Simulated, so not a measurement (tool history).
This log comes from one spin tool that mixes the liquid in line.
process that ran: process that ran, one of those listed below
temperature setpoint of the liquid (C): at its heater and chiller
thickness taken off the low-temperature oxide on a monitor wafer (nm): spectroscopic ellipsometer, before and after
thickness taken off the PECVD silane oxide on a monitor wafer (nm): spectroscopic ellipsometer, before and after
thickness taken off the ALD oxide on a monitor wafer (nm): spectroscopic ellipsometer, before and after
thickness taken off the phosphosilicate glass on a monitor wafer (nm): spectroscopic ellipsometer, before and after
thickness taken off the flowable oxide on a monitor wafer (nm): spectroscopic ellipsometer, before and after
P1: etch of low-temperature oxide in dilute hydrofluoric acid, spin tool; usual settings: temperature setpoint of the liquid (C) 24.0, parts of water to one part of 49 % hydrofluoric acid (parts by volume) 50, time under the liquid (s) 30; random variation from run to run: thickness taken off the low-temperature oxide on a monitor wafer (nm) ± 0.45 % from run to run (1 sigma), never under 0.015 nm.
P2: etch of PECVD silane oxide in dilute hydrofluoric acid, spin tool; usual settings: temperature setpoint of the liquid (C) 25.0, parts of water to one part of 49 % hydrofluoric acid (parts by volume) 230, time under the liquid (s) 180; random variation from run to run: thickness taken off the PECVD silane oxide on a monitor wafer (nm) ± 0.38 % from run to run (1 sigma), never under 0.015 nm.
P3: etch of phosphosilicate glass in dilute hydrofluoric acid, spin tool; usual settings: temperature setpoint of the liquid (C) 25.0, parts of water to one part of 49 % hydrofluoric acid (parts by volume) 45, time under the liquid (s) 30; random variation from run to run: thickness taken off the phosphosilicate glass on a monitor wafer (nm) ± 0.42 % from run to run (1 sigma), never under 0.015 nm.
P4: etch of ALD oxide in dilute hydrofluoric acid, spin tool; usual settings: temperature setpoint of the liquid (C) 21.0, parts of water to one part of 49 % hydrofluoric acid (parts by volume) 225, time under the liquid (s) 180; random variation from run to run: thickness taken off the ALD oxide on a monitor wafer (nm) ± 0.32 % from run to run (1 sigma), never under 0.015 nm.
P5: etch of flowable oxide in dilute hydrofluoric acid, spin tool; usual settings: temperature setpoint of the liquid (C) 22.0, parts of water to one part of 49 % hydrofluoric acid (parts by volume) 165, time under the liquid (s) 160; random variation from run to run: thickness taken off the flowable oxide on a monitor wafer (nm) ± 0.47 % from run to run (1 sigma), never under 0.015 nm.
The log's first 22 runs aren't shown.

run	hour	process that ran	temperature setpoint of the liquid (C)	parts of water to one part of 49 % hydrofluoric acid (parts by volume)	time under the liquid (s)	hours since the thermometer was replaced	hours since the hydrofluoric acid flow meter was replaced	thickness taken off the low-temperature oxide on a monitor wafer (nm)	thickness taken off the PECVD silane oxide on a monitor wafer (nm)	thickness taken off the ALD oxide on a monitor wafer (nm)	thickness taken off the phosphosilicate glass on a monitor wafer (nm)	thickness taken off the flowable oxide on a monitor wafer (nm)
23	143.1	P5	22.0	165	160	455.5	402.2					37.358
24	148.7	P2	25.0	230	180	461.1	407.8		10.5000			
25	152.4	P3	19.5	45	30	464.8	411.5				61.730	
26	157.7	P1	24.0	50	15	470.1	416.8	8.0386				
27	165.8	P2	30.0	230	180	478.2	424.9		12.5610			
28	174.4	P5	22.0	40	160	486.8	433.5					177.040
29	179.7	P1	29.5	20	30	492.1	438.8	52.8690				
30	188.0	P3	25.0	45	60	500.4	447.1				155.250	
31	193.8	P5	22.0	165	45	506.2	452.9					10.341
32	197.7	P1	24.0	50	30	510.1	456.8	16.0390				

For run 33, what comes out?
33	203.2	P1	24.0	50	30	515.6	462.3	?				

Run 33 yielded thickness taken off the low-temperature oxide on a monitor wafer (nm) 16.0070.
